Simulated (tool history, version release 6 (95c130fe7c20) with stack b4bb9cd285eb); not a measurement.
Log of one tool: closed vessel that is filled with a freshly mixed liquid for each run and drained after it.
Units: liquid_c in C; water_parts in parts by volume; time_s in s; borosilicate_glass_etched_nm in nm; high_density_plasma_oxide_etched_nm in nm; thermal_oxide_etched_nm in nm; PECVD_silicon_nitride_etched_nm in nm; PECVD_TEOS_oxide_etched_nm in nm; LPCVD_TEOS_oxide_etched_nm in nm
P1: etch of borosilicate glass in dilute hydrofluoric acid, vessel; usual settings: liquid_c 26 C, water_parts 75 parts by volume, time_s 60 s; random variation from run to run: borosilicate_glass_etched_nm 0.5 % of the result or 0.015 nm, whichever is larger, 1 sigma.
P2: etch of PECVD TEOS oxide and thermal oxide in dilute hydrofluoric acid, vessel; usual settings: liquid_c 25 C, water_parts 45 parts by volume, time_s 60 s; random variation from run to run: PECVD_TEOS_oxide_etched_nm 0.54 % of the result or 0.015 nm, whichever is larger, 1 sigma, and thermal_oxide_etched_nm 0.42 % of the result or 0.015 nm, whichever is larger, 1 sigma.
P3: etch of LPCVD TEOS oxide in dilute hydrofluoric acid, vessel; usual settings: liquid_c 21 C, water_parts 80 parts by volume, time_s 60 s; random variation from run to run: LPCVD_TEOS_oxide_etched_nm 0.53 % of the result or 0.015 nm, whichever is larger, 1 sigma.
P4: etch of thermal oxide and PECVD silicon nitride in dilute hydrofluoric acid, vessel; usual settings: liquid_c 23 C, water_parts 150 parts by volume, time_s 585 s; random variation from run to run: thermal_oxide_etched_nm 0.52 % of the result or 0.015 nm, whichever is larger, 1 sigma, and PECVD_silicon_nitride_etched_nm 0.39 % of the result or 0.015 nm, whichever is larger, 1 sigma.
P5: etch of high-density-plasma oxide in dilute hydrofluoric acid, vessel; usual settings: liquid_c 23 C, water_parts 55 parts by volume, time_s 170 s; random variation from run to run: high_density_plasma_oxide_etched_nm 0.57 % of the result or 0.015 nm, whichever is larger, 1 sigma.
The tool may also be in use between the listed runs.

run   hour  process  liquid_c  water_parts  time_s  hours since the thermometer was replaced  hours since the hydrofluoric acid flow meter was replaced  borosilicate_glass_etched_nm  high_density_plasma_oxide_etched_nm  thermal_oxide_etched_nm  PECVD_silicon_nitride_etched_nm  PECVD_TEOS_oxide_etched_nm  LPCVD_TEOS_oxide_etched_nm
  1    3.4       P1        26           75      60                                    1083.6                                                      730.9                        19.043
  2    8.2       P5        23           85     170                                    1088.4                                                      735.7                                                             10.143
  3   13.4       P1      22.5           20      60                                    1093.6                                                      740.9                        66.611
  4   19.5       P4        23          150    1170                                    1099.7                                                        747                                                                                      30.763                           41.159
  5   22.9       P5        23           55     275                                    1103.1                                                      750.4                                                             26.117
  6   27.8       P5      17.5           55     170                                      1108                                                      755.3                                                             12.994
  7   33.9       P5        23           55     170                                    1114.1                                                      761.4                                                              16.29
  8   37.9       P1        18           75     100                                    1118.1                                                      765.4                        22.849
  9   44.7       P1      18.5           75      60                                    1124.9                                                      772.2                        13.941
 10   51.6       P2        25           65      60                                    1131.8                                                      779.1                                                                                      4.7628                                                       13.699
 11   56.3       P4        23          150     585                                    1136.5                                                      783.8                                                                                      15.453                           20.637
 12     63       P1        26           75      60                                    1143.2                                                      790.5                        18.827
 13   70.5       P1        26           75      60                                    1150.7                                                        798                        18.896
 14   74.6       P1        26           75      60                                    1154.8                                                      802.1                        18.885
 15   81.5       P5        23           55     170                                    1161.7                                                        809                                                             16.322
 16   86.7       P1        34           75      60                                    1166.9                                                      814.2                         25.79
 17   92.8       P1        26           30      60                                      1173                                                      820.3                        50.223
 18   96.6       P1        26          140      60                                    1176.8                                                      824.1                        9.3709
 19    102       P1        26           75      60                                    1182.2                                                      829.5                        19.145
 20  105.7       P3        21           80      30                                    1185.9                                                      833.2                                                                                                                                                                               7.6675
 21  111.1       P4        23           65     585                                    1191.3                                                      838.6                                                                                      39.614                           47.153
 22  117.9       P1        26           75      95                                    1198.1                                                      845.4                        30.054
 23    122       P2        33           45      60                                    1202.2                                                      849.5                                                                                      9.6318                                                        27.93
 24  126.1       P2        25           45      30                                    1206.3                                                      853.6                                                                                      3.4665                                                       10.158
 25    133       P1        26           75      60                                    1213.2                                                      860.5                        18.921
 26  136.6       P3        21          140      60                                    1216.8                                                      864.1                                                                                                                                                                               8.1709
 27  141.6       P3        17           80      60                                    1221.8                                                      869.1                                                                                                                                                                               12.851
 28  147.2       P1        26           75      30                                    1227.4                                                      874.7                        9.5113
 29  151.8       P1        22           20      60                                      1232                                                      879.3                        64.924
 30  158.2       P2        25           45      60                                    1238.4                                                      885.7                                                                                      7.0097                                                       20.227
 31  164.7       P3        21           80      60                                    1244.9                                                      892.2                                                                                                                                                                               15.251
 32  169.2       P4        17          150     585                                    1249.4                                                      896.7                                                                                      12.211                           13.833
 33  176.6       P1        26           75      60                                    1256.8                                                      904.1                        19.181
 34  180.1       P2        25           45      60                                    1260.3                                                      907.6                                                                                      6.9793                                                       20.053
 35  183.9       P1        26           75      60                                    1264.1                                                      911.4                        18.925
 36  188.2       P1        26           75      60                                    1268.4                                                      915.7                        19.454
 37  195.2       P1        26           75      60                                    1275.4                                                      922.7                        19.889
 38  200.6       P1        26           75      60                                    1280.8                                                      928.1                        20.359
 39  205.6       P1        26           75      60                                    1285.8                                                      933.1                        20.277
 40  212.4       P1        26           75      60                                    1292.6                                                      939.9                        20.342
 41  218.1       P1        26           75      60                                    1298.3                                                      945.6                        20.479

What P1 gives has crept away from where it was. These 2 causes fit the log equally well, each at the size given:
A: liquid hotter than its thermometer reads (K) = 1.85
B: hydrofluoric acid flow above the setpoint (%) = 6.85
The creep began at about hour 183.9.

4 check runs are offered, one wafer each, their results left as question marks. Which one tells the causes apart?
check 1  223.8       P2        25           45      60                                                                                                                                                                                                ?                                                            ?
check 2  223.8       P5        23           55     170                                                                                                                                                                       ?
check 3  223.8       P3        21           80      60                                                                                                                                                                                                                                                                                         ?
check 4  223.8       P4        23          150     585                                                                                                                                                                                                ?                                ?

What each check would give under each cause:
  check                               result    if A    if B
check 1              thermal_oxide_etched_nm  7.5722  7.5328
check 1           PECVD_TEOS_oxide_etched_nm  21.789  21.676
check 2  high_density_plasma_oxide_etched_nm  17.518   17.43
check 3           LPCVD_TEOS_oxide_etched_nm  16.424  16.369
check 4              thermal_oxide_etched_nm  16.654   16.76
check 4      PECVD_silicon_nitride_etched_nm  23.262  22.037
How far apart the two closest causes lie, in the result that separates them most: check 1 0.52 %; check 2 0.5 %; check 3 0.34 %; check 4 5.41 %
Only check 4 tells the causes apart: in the others they would give nearly the same result.

Check 4 was then run and gave: thermal_oxide_etched_nm 16.707 nm; PECVD_silicon_nitride_etched_nm 23.304 nm. Which cause is it?

It is A: liquid hotter than its thermometer reads (K).

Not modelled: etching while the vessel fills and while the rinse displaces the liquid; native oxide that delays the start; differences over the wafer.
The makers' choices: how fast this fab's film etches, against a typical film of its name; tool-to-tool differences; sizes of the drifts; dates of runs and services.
